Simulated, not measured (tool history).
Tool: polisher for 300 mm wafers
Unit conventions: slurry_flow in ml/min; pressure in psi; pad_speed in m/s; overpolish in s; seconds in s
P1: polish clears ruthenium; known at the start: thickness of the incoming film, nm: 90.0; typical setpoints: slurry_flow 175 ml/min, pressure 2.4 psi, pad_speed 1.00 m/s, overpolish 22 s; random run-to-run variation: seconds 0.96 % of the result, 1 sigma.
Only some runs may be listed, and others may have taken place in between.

run,day,slurry_flow,pressure,pad_speed,overpolish,wafers polished on this pad,hours since the slurry nozzle was cleaned,hours since the head pressure was calibrated,seconds
1,0.229,175,2.4,1.00,22,144,516.5,208.7,72.552
2,0.642,175,2.4,1.00,22,246,526.4,218.6,73.753
3,1.038,230,3.2,1.00,22,344,535.9,228.1,52.396
4,1.317,175,3.4,1.00,22,413,542.6,234.8,51.849
5,1.521,175,2.4,0.52,22,464,547.5,239.7,141.300
6,1.908,175,2.4,1.36,22,560,556.8,249.0,53.498
7,2.371,175,2.4,0.56,7,674,567.9,260.1,132.660
8,2.762,175,2.4,1.00,33,771,577.3,269.5,72.477
9,3.067,175,2.4,1.00,7,846,584.6,276.8,72.444
10,3.346,175,2.4,1.00,22,916,591.3,283.5,73.063
11,3.775,105,2.4,1.00,22,1022,601.6,293.8,79.457
12,4.117,175,1.6,1.00,22,1106,609.8,302.0,107.940
13,4.508,255,2.4,1.00,22,1203,619.2,311.4,68.973
14,4.971,175,2.4,1.00,22,1318,630.3,322.5,72.674
15,5.258,175,2.4,1.00,22,1389,637.2,329.4,73.058
16,5.521,250,2.4,1.00,9,1454,643.5,335.7,69.522
17,5.904,175,2.4,1.00,22,1549,652.7,344.9,74.177
18,6.171,175,2.4,1.00,22,1615,659.1,351.3,75.232
19,6.392,175,2.4,1.00,22,1669,664.4,356.6,74.809
# day 6.733: head pressure recalibrated
20,6.783,175,2.4,1.00,22,1766,673.8,1.3,76.538
21,7.108,175,2.4,1.00,22,1846,681.6,9.1,77.463
22,7.346,175,2.4,1.00,22,1905,687.3,14.8,76.268
23,7.642,175,2.4,1.00,22,1978,694.4,21.9,76.587
24,7.842,175,2.4,1.00,22,2028,699.2,26.7,76.735
25,8.054,175,2.4,1.00,22,2080,704.3,31.8,76.522

What P1 gives has crept off from where it sat before. The 2 causes that follow fit the log equally well, each at the size noted:
A: slurry flow missing at the pad, % = 26.7
B: removal rate lost through wear of the pad, % = 5.2
Onset of the creep was near day 5.904.
All other causes, with the reason each is excluded:
head's pressure below its setpoint, %: serviced at day 6.733, which brought nothing back

Below are 4 check runs, each averaged over 5 wafers, with their results shown as question marks. Which of them would give clearly different results depending on which cause is behind the drift?
check 1,8.267,105,2.4,1.00,22,,,,?
check 2,8.267,175,3.0,1.00,22,,,,?
check 3,8.267,175,3.2,1.00,22,,,,?
check 4,8.267,175,2.4,1.00,7,,,,?

What every check run would give for each of its results, assuming each possible cause in turn:
check,result,if A,if B
check 1,seconds,87.303,84.618
check 2,seconds,61.444,61.435
check 3,seconds,57.604,57.595
check 4,seconds,76.805,76.793
Per check, the gap between the least separated pair of causes, taken in the result that splits them most: check 1 3.12 %; check 2 0.01 %; check 3 0.01 %; check 4 0.01 %
Check 1 tells the causes apart: in the others they would give nearly the same result.

Check 1 was then run and gave: seconds 85.005 s. Which cause is it?

B is the cause: removal rate lost through wear of the pad, %.

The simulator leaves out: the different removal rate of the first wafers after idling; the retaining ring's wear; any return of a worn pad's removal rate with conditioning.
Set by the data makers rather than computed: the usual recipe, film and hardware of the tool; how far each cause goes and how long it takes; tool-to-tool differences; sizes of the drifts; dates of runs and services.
